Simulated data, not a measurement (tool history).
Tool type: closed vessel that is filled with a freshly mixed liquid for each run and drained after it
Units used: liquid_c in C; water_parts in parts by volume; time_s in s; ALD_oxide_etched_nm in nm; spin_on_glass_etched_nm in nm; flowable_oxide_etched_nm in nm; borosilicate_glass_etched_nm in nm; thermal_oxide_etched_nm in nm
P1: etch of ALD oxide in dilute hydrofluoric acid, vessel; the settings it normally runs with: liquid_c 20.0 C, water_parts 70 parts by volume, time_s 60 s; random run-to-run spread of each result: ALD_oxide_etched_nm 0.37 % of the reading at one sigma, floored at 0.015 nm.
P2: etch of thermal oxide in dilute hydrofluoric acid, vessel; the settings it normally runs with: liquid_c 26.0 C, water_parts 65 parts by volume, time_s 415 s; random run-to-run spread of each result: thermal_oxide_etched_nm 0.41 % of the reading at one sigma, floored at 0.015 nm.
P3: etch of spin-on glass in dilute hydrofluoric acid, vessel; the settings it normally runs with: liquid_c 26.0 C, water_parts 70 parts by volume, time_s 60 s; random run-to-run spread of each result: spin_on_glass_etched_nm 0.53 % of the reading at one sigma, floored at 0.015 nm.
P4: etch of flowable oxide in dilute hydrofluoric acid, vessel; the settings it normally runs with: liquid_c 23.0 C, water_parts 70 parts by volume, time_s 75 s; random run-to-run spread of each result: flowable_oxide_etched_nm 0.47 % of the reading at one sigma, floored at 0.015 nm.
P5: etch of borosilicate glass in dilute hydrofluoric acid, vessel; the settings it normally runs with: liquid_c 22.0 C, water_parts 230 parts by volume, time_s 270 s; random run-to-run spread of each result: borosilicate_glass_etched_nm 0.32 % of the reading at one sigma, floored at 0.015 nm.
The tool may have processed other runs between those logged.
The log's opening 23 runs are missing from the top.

run	hour	process	liquid_c	water_parts	time_s	hours since the thermometer was replaced	hours since the hydrofluoric acid flow meter was replaced	ALD_oxide_etched_nm	spin_on_glass_etched_nm	flowable_oxide_etched_nm	borosilicate_glass_etched_nm	thermal_oxide_etched_nm
24	316.8	P2	26.0	65	415	444.6	1052.8					32.752
25	332.8	P1	20.0	115	60	460.6	1068.8	14.139				
26	344.4	P1	20.0	70	60	472.2	1080.4	24.395				
27	358.4	P5	22.0	230	430	486.2	1094.4				38.425	
28	369.5	P2	17.5	65	415	497.3	1105.5					22.951
29	379.4	P4	23.0	70	75	507.2	1115.4			22.286		
30	395.4	P1	20.0	70	60	523.2	1131.4	24.369				
31	404.5	P1	17.0	70	30	532.3	1140.5	10.760				
32	415.0	P1	20.0	70	60	542.8	1151.0	24.468				

Estimate the outcome of run 33 from the log above:
33	424.4	P1	20.0	70	60	552.2	1160.4	?				

{"run 33": {"ALD_oxide_etched_nm": 24.399}}
